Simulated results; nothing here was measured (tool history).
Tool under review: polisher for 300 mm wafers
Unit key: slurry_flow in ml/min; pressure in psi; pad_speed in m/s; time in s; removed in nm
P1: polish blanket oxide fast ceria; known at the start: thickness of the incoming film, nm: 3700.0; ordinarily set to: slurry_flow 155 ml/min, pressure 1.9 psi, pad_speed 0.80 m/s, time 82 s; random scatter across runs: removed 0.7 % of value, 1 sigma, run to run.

run	hour	slurry_flow	pressure	pad_speed	time	wafers polished on this pad	hours since the slurry nozzle was cleaned	hours since the head pressure was calibrated	removed
1	4.5	155	1.9	0.80	82	326	69.4	516.3	669.08
2	7.6	155	1.9	0.80	82	348	72.5	519.4	677.56
3	10.9	155	2.9	0.80	82	371	75.8	522.7	1024.60
4	15.2	95	1.9	0.80	82	401	80.1	527.0	607.51
5	17.8	240	1.9	0.80	82	419	82.7	529.6	712.90
# hour 17.9: slurry nozzle cleaned
6	22.1	155	1.9	0.80	58	449	4.3	533.9	473.79
7	24.9	155	1.9	0.46	82	469	7.1	536.7	383.18
8	29.7	155	1.3	0.80	82	502	11.9	541.5	454.11
9	34.3	155	1.9	1.04	82	534	16.5	546.1	871.68
10	37.6	155	1.9	0.80	82	557	19.8	549.4	665.19
11	43.1	155	1.9	0.80	82	596	25.3	554.9	671.04
12	48.0	155	1.9	0.80	82	630	30.2	559.8	676.97
13	52.6	155	1.9	0.80	82	662	34.8	564.4	672.73
14	56.7	95	2.7	0.80	82	690	38.9	568.5	857.75

What does the tool deliver on the next run?
15	60.6	155	1.9	0.80	125	718	42.8	572.4	?

removed: 1029.90 nm
